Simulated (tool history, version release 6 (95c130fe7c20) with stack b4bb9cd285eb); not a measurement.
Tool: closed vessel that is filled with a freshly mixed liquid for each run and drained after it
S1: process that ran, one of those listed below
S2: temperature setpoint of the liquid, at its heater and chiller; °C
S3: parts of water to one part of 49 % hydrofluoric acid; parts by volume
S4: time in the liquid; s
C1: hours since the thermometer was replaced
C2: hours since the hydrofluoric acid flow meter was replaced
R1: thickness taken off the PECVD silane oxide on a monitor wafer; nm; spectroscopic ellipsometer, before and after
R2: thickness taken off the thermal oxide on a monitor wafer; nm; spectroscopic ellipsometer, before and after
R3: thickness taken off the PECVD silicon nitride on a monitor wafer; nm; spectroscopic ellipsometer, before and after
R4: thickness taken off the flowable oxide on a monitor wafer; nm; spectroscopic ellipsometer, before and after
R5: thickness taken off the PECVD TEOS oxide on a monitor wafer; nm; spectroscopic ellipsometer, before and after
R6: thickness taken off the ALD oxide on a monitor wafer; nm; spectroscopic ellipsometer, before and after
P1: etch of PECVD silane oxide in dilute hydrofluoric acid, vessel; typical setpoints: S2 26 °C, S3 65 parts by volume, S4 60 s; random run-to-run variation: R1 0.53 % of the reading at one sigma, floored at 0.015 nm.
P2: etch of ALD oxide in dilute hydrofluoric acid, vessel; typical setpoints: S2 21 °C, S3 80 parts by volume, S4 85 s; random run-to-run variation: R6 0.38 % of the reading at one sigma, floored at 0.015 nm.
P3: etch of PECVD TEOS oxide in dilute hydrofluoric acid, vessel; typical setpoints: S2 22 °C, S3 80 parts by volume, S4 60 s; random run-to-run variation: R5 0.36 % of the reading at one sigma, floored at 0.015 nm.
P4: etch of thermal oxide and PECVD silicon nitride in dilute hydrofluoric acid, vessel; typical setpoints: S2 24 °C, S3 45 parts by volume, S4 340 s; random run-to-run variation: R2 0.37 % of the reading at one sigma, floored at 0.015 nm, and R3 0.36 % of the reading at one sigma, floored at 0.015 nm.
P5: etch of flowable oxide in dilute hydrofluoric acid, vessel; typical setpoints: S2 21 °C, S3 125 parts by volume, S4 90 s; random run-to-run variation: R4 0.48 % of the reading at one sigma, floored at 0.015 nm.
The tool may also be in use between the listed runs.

run   hour  S1    S2   S3   S4     C1     C2      R1      R2      R3      R4      R5      R6
  1      4  P1    26   65   60  152.3  217.9  34.335
  2    9.9  P4  18.5   45  340  158.2  223.8          29.332  14.645
  3   16.2  P1    26   65   60  164.5  230.1  34.025
  4   19.7  P5    21  125   90    168  233.6                          27.369
  5   23.9  P4    24   45   30  172.2  237.8          3.2331  1.8939
  6   26.7  P1    31   40   60    175  240.6  70.376
  7   29.7  P1    26   20   30    178  243.6  60.149
  8   34.3  P3    22   80   30  182.6  248.2                                  5.0841
  9   37.1  P4    24   20  340  185.4    251          85.716  46.335
 10   40.9  P1    26   90   60  189.2  254.8  23.858
 11   45.4  P3    22   80   60  193.7  259.3                                  10.189
 12   50.8  P5    21   35   90  199.1  264.7                          109.12
 13   54.2  P1  30.5   65   60  202.5  268.1  41.081
 14   60.1  P1    26   65   60  208.4    274  34.093
 15   66.2  P1  30.5   95   60  214.5  280.1  26.569
 16   72.3  P5    17  125   90  220.6  286.2                           23.41
 17   77.2  P4    24   45  340  225.5  291.1          36.992  21.256
 18   82.8  P1    26   65   60  231.1  296.7  34.257
 19   88.6  P2  28.5   80   85  236.9  302.5                                          27.028
 20   94.4  P3    17   80   60  242.7  308.3                                  8.2281
 21   99.8  P3    22  145   60  248.1  313.7                                  5.2076
 22  105.9  P1    26   65   60  254.2  319.8  34.445
 23    109  P1    26   65   30  257.3  322.9  17.033
 24    112  P1    26   65   90  260.3  325.9  51.928
 25  115.4  P1    22   65   60  263.7  329.3  29.341
 26  119.6  P2    21   30   85  267.9  333.5                                          56.947
 27  125.7  P1    26   65   60    274  339.6  34.034
 28  131.5  P1    26   20   60  279.8  345.4  119.52
 29  135.1  P2    21   80   85  283.4    349                                          20.178
 30  138.3  P2    21   80  125  286.6  352.2                                          29.676
 31  141.3  P5    21  125  145  289.6  355.2                          44.407
 32  145.2  P1    26   65   60  293.5  359.1  34.281
 33  150.3  P1    26   65   60  298.6  364.2  32.967
 34  154.7  P1    26   65   60    303  368.6   32.32
 35  158.3  P1    26   65   60  306.6  372.2  32.093
 36  161.1  P1    26   65   60  309.4    375   31.71
 37  164.4  P1    26   65   60  312.7  378.3  31.724
 38  170.4  P1    26   65   60  318.7  384.3  31.677
 39  175.5  P1    26   65   60  323.8  389.4  31.336
 40  179.7  P1    26   65   60    328  393.6  31.559
 41  183.8  P1    26   65   60  332.1  397.7  31.381

P1 has crept away from where it was. The log is fitted equally well by each of these 2 causes, at the sizes shown:
A: hydrofluoric acid flow below the setpoint (%) = 7.93
B: liquid colder than its thermometer reads (K) = 2.24
The process output started creeping at around hour 145.2.

Listed below are the offered check runs, one wafer per run, with question marks in place of results. For which of them would the causes give clearly different outcomes?
check 1  187.9  P4  24   45  340               ?   ?
check 2  187.9  P5  21  125   90                       ?
check 3  187.9  P3  22   80   60                           ?
check 4  187.9  P2  21   80   85                               ?

Expected result of each check under each candidate cause:
  check  result    if A    if B
check 1      R2  33.722  33.538
check 1      R3  19.629  18.268
check 2      R4  24.927  25.022
check 3      R5  9.2795  9.2645
check 4      R6  18.417  18.368
How far apart the two closest causes lie, in the result that separates them most: check 1 7.18 %; check 2 0.38 %; check 3 0.16 %; check 4 0.26 %
Check 1 is the one run that separates the causes; every other check would come out nearly the same whichever cause is at work.

With check 1 done, the readings were: R2 33.606 nm; R3 19.52 nm. Identify which of the listed causes applies.

It was cause A: hydrofluoric acid flow below the setpoint (%).
